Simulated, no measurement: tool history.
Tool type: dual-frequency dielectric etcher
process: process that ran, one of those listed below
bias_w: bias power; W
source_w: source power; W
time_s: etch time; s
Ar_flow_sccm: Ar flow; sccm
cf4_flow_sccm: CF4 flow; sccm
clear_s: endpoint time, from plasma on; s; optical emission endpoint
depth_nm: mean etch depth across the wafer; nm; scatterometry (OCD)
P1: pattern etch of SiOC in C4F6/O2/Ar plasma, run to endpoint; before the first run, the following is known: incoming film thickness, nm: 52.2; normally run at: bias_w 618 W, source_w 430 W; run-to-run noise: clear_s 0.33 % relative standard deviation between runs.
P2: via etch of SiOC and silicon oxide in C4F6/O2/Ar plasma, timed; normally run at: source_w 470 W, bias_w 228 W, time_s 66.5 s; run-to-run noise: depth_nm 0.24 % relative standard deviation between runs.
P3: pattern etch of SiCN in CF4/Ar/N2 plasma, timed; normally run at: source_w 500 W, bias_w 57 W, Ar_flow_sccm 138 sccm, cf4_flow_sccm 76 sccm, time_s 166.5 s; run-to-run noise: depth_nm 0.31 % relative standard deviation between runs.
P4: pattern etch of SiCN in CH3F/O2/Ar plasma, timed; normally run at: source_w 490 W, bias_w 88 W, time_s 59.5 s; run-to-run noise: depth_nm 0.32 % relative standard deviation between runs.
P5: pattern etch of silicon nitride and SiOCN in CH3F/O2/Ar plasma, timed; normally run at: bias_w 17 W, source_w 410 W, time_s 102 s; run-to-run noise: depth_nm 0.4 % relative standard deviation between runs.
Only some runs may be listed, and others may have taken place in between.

| run | hour | process | bias_w | source_w | time_s | Ar_flow_sccm | cf4_flow_sccm | hours since the last wet clean | hours since the last bias power generator calibration | hours since the last source power generator calibration | clear_s | depth_nm |
|---|---|---|---|---|---|---|---|---|---|---|---|---|
| 1 | 5.9 | P1 | 618 | 430 |  |  |  | 213.8 | 2763.2 | 1496.5 | 15.512 |  |
| 2 | 10.2 | P4 | 66 | 490 | 59.5 |  |  | 218.1 | 2767.5 | 1500.8 |  | 23.791 |
| 3 | 17.2 | P2 | 228 | 470 | 42 |  |  | 225.1 | 2774.5 | 1507.8 |  | 56.526 |
| 4 | 23.4 | P2 | 228 | 330 | 66.5 |  |  | 231.3 | 2780.7 | 1514 |  | 78.701 |
| 5 | 28.9 | P1 | 618 | 580 |  |  |  | 236.8 | 2786.2 | 1519.5 | 13.926 |  |
| 6 | 34.6 | P3 | 57 | 500 | 205.5 | 138 | 76 | 242.5 | 2791.9 | 1525.2 |  | 170.13 |
| 7 | 40.2 | P1 | 618 | 430 |  |  |  | 248.1 | 2797.5 | 1530.8 | 15.521 |  |
| 8 | 46.2 | P1 | 618 | 430 |  |  |  | 254.1 | 2803.5 | 1536.8 | 15.582 |  |
| 9 | 51.9 | P1 | 618 | 430 |  |  |  | 259.8 | 2809.2 | 1542.5 | 15.441 |  |
| 10 | 55 | P1 | 618 | 430 |  |  |  | 262.9 | 2812.3 | 1545.6 | 15.495 |  |
| 11 | 61.6 | P1 | 618 | 430 |  |  |  | 269.5 | 2818.9 | 1552.2 | 15.454 |  |
| 12 | 67.3 | P5 | 17 | 410 | 102 |  |  | 275.2 | 2824.6 | 1557.9 |  | 12.205 |
| 13 | 71.6 | P5 | 17 | 540 | 102 |  |  | 279.5 | 2828.9 | 1562.2 |  | 13.583 |
| 14 | 76.3 | P3 | 57 | 500 | 166.5 | 138 | 76 | 284.2 | 2833.6 | 1566.9 |  | 138.79 |
| 15 | 79.8 | P2 | 141 | 470 | 66.5 |  |  | 287.7 | 2837.1 | 1570.4 |  | 76.978 |
| 16 | 84.8 | P1 | 618 | 340 |  |  |  | 292.7 | 2842.1 | 1575.4 | 16.911 |  |
| 17 | 88.1 | P1 | 618 | 430 |  |  |  | 296 | 2845.4 | 1578.7 | 15.586 |  |
| 18 | 93.9 | P3 | 57 | 500 | 166.5 | 174 | 76 | 301.8 | 2851.2 | 1584.5 |  | 132.8 |
| 19 | 99.1 | P5 | 24 | 410 | 102 |  |  | 307 | 2856.4 | 1589.7 |  | 14.171 |
| 20 | 105.1 | P3 | 57 | 500 | 166.5 | 138 | 107 | 313 | 2862.4 | 1595.7 |  | 145.65 |
| 21 | 108.6 | P1 | 852 | 430 |  |  |  | 316.5 | 2865.9 | 1599.2 | 13.741 |  |

Run 22 has not been measured yet. What should we expect?
| 22 | 112.6 | P4 | 88 | 370 | 59.5 |  |  | 320.5 | 2869.9 | 1603.2 |  | ? |

Run 22 measured depth_nm 23.846 nm.
